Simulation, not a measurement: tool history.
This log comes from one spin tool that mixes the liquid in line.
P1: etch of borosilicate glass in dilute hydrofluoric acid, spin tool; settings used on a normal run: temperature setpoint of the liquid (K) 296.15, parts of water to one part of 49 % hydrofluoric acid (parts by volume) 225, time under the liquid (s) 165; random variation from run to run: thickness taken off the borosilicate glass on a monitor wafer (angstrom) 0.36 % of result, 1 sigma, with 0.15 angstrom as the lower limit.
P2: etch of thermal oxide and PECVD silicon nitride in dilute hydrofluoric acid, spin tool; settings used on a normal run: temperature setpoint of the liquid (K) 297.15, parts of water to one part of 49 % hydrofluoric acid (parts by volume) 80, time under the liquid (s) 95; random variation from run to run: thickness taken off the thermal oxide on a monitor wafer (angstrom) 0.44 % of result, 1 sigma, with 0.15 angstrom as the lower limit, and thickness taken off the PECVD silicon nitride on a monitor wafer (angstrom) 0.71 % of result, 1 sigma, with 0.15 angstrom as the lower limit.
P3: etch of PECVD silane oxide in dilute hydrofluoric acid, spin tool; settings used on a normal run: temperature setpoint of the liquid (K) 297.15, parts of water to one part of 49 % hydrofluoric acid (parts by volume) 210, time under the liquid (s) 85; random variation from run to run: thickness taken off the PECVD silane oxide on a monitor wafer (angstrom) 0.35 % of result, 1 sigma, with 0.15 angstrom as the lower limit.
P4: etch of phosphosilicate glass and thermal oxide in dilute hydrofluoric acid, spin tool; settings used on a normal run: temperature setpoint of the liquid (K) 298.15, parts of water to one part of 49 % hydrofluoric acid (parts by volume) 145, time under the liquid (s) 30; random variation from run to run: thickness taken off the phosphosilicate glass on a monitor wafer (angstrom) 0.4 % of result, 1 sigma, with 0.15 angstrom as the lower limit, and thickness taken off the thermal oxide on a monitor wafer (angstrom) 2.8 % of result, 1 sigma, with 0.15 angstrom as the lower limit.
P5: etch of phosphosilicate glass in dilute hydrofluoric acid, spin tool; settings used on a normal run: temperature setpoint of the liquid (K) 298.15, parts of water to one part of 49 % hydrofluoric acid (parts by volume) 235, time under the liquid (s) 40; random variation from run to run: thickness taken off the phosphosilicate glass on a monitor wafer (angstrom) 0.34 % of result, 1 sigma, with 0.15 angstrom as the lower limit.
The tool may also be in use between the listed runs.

run,hour,process that ran,temperature setpoint of the liquid (K),parts of water to one part of 49 % hydrofluoric acid (parts by volume),time under the liquid (s),hours since the thermometer was replaced,hours since the hydrofluoric acid flow meter was replaced,thickness taken off the borosilicate glass on a monitor wafer (angstrom),thickness taken off the PECVD silane oxide on a monitor wafer (angstrom),thickness taken off the thermal oxide on a monitor wafer (angstrom),thickness taken off the PECVD silicon nitride on a monitor wafer (angstrom),thickness taken off the phosphosilicate glass on a monitor wafer (angstrom)
1,13.4,P1,296.15,225,165,620.2,865.7,186.81,,,,
2,27.4,P1,296.15,225,165,634.2,879.7,186.81,,,,
3,37,P1,292.15,225,165,643.8,889.3,161.17,,,,
4,51.8,P3,297.15,210,140,658.6,904.1,,118.89,,,
5,62.5,P3,291.15,210,85,669.3,914.8,,57.349,,,
6,79.2,P2,297.15,80,95,686,931.5,,,55.684,30.845,
7,90.2,P2,304.15,80,95,697,942.5,,,73.084,48.647,
8,98,P2,297.15,80,95,704.8,950.3,,,56.274,30.631,
9,109,P2,297.15,30,95,715.8,961.3,,,158.93,80.323,
10,121.1,P5,298.15,235,40,727.9,973.4,,,,,136.2
11,137.1,P1,296.15,225,165,743.9,989.4,186.47,,,,
12,149,P5,298.15,235,70,755.8,1001.3,,,,,238.98
# hour 163.7: thermometer replaced
13,164.8,P1,296.15,120,165,1.1,1017.1,390.13,,,,
14,177.9,P3,297.15,210,85,14.2,1030.2,,72.83,,,
15,186.4,P4,298.15,145,30,22.7,1038.7,,,10.171,,231.89
16,199.2,P1,296.15,375,165,35.5,1051.5,96.643,,,,
17,206.5,P1,296.15,225,165,42.8,1058.8,186.58,,,,
18,214.3,P1,296.15,225,165,50.6,1066.6,187.47,,,,
19,229,P1,296.15,225,165,65.3,1081.3,186.66,,,,
20,240.7,P4,298.15,35,30,77,1093,,,49.105,,1096.8
21,256.6,P1,296.15,225,250,92.9,1108.9,280.68,,,,
22,272.5,P5,306.65,235,40,108.8,1124.8,,,,,181.79
23,289.2,P1,296.15,225,75,125.5,1141.5,84.61,,,,
24,303.7,P4,298.15,145,60,140,1156,,,19.61,,459.68
25,316.4,P2,297.15,80,180,152.7,1168.7,,,106.58,58.146,
26,329.6,P1,296.15,310,315,165.9,1181.9,237.37,,,,
27,343,P3,297.15,330,85,179.3,1195.3,,40.616,,,
28,358.4,P5,298.15,45,40,194.7,1210.7,,,,,898.91
29,374.7,P1,300.15,225,165,211,1227,215.33,,,,
30,383.8,P4,304.65,145,30,220.1,1236.1,,,13.026,,293.95
31,399.1,P1,296.15,225,165,235.4,1251.4,185.67,,,,
32,413.5,P1,296.15,225,165,249.8,1265.8,182.02,,,,
33,422.9,P1,296.15,225,165,259.2,1275.2,179.84,,,,
34,430.8,P1,296.15,225,165,267.1,1283.1,179.28,,,,
35,440,P1,296.15,225,165,276.3,1292.3,178.21,,,,
36,450.8,P1,296.15,225,165,287.1,1303.1,177.54,,,,
37,466.8,P1,296.15,225,165,303.1,1319.1,178.04,,,,
38,482.6,P1,296.15,225,165,318.9,1334.9,176.76,,,,

P1 no longer gives what it gave before; its output has crept away from where it was. The following 2 causes, each at its listed size, fit the log equally well:
A: liquid colder than its thermometer reads (K) = 1.45
B: hydrofluoric acid flow below the setpoint (%) = 4.24
The gradual shift began around hour 399.1.

You are offered 4 check runs, listed below with question marks in place of their results; each one averages 2 wafers. Which run separates the listed causes by giving clearly different results for each?
check 1,498.4,P5,298.15,150,40,,,,,,,?
check 2,498.4,P2,297.15,80,150,,,,,?,?,
check 3,498.4,P4,298.15,145,40,,,,,?,,?
check 4,498.4,P3,297.15,295,135,,,,?,,,

How each check would come out, cause by cause:
check,result,if A,if B
check 1,thickness taken off the phosphosilicate glass on a monitor wafer (angstrom),222.33,223.27
check 2,thickness taken off the thermal oxide on a monitor wafer (angstrom),82.996,83.906
check 2,thickness taken off the PECVD silicon nitride on a monitor wafer (angstrom),43.859,46.307
check 3,thickness taken off the thermal oxide on a monitor wafer (angstrom),12.833,12.892
check 3,thickness taken off the phosphosilicate glass on a monitor wafer (angstrom),290.4,291.74
check 4,thickness taken off the PECVD silane oxide on a monitor wafer (angstrom),71.191,70.833
Per-check spread between the two closest causes, in the result where they differ most: check 1 0.42 %; check 2 5.43 %; check 3 0.46 %; check 4 0.5 %
Check 2 distinguishes between the causes, while the remaining checks would return nearly the same result for all of them.

With check 2 done, the readings were: thickness taken off the thermal oxide on a monitor wafer (angstrom) 82.566; thickness taken off the PECVD silicon nitride on a monitor wafer (angstrom) 43.582. Identify which of the listed causes applies.

A is the cause: liquid colder than its thermometer reads (K).
